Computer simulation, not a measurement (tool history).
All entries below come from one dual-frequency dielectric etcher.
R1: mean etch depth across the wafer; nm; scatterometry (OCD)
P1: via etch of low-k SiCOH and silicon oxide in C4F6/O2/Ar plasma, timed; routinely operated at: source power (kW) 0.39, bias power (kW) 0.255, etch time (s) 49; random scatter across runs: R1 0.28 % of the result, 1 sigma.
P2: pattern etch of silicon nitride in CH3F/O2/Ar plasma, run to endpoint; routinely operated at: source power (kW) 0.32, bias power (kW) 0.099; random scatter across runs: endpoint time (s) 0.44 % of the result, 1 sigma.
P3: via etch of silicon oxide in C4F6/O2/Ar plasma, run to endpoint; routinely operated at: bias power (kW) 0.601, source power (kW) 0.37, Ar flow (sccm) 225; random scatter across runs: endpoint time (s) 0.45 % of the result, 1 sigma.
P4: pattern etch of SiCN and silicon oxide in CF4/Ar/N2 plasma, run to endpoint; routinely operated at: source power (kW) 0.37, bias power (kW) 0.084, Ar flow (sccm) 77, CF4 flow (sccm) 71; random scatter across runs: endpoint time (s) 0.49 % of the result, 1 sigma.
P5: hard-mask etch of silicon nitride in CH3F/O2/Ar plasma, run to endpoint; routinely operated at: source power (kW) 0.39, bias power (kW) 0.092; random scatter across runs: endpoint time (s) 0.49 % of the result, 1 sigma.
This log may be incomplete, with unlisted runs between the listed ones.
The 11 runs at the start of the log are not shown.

run 12 hour=75.1 | process_that_ran=P5 source_power_(kW)=0.39 bias_power_(kW)=0.129 | endpoint_time_(s)=32.832
run 13 hour=80.1 | process_that_ran=P4 source_power_(kW)=0.37 bias_power_(kW)=0.115 Ar_flow_(sccm)=77 CF4_flow_(sccm)=71 | endpoint_time_(s)=15.555
run 14 hour=86.8 | process_that_ran=P2 source_power_(kW)=0.32 bias_power_(kW)=0.133 | endpoint_time_(s)=36.165
run 15 hour=91.3 | process_that_ran=P4 source_power_(kW)=0.37 bias_power_(kW)=0.084 Ar_flow_(sccm)=59 CF4_flow_(sccm)=71 | endpoint_time_(s)=16.994
run 16 hour=99.8 | process_that_ran=P5 source_power_(kW)=0.23 bias_power_(kW)=0.092 | endpoint_time_(s)=45.147
run 17 hour=105.3 | process_that_ran=P3 source_power_(kW)=0.37 bias_power_(kW)=0.601 Ar_flow_(sccm)=154 | endpoint_time_(s)=21.505
run 18 hour=110.3 | process_that_ran=P3 source_power_(kW)=0.37 bias_power_(kW)=0.784 Ar_flow_(sccm)=225 | endpoint_time_(s)=20.209
run 19 hour=114.8 | process_that_ran=P5 source_power_(kW)=0.39 bias_power_(kW)=0.092 | endpoint_time_(s)=37.263
run 20 hour=121 | process_that_ran=P3 source_power_(kW)=0.37 bias_power_(kW)=0.601 Ar_flow_(sccm)=225 | endpoint_time_(s)=22.57
run 21 hour=125.1 | process_that_ran=P1 source_power_(kW)=0.39 bias_power_(kW)=0.162 etch_time_(s)=49 | R1=113.4
run 22 hour=131.1 | process_that_ran=P1 source_power_(kW)=0.39 bias_power_(kW)=0.255 etch_time_(s)=49 | R1=130.98
run 23 hour=139.2 | process_that_ran=P1 source_power_(kW)=0.49 bias_power_(kW)=0.255 etch_time_(s)=49 | R1=143.3
run 24 hour=146.8 | process_that_ran=P4 source_power_(kW)=0.44 bias_power_(kW)=0.084 Ar_flow_(sccm)=77 CF4_flow_(sccm)=71 | endpoint_time_(s)=15.046
run 25 hour=153.6 | process_that_ran=P1 source_power_(kW)=0.39 bias_power_(kW)=0.255 etch_time_(s)=49 | R1=130.44
run 26 hour=160.4 | process_that_ran=P1 source_power_(kW)=0.39 bias_power_(kW)=0.255 etch_time_(s)=60 | R1=160.43
run 27 hour=164.5 | process_that_ran=P1 source_power_(kW)=0.39 bias_power_(kW)=0.255 etch_time_(s)=49 | R1=131.42
run 28 hour=172.5 | process_that_ran=P4 source_power_(kW)=0.37 bias_power_(kW)=0.084 Ar_flow_(sccm)=77 CF4_flow_(sccm)=71 | endpoint_time_(s)=17.547

Predict the results of run 29:
run 29 hour=178.5 | process_that_ran=P2 source_power_(kW)=0.22 bias_power_(kW)=0.099 | endpoint_time_(s)=?

Run 29 measured endpoint time (s) 47.111.

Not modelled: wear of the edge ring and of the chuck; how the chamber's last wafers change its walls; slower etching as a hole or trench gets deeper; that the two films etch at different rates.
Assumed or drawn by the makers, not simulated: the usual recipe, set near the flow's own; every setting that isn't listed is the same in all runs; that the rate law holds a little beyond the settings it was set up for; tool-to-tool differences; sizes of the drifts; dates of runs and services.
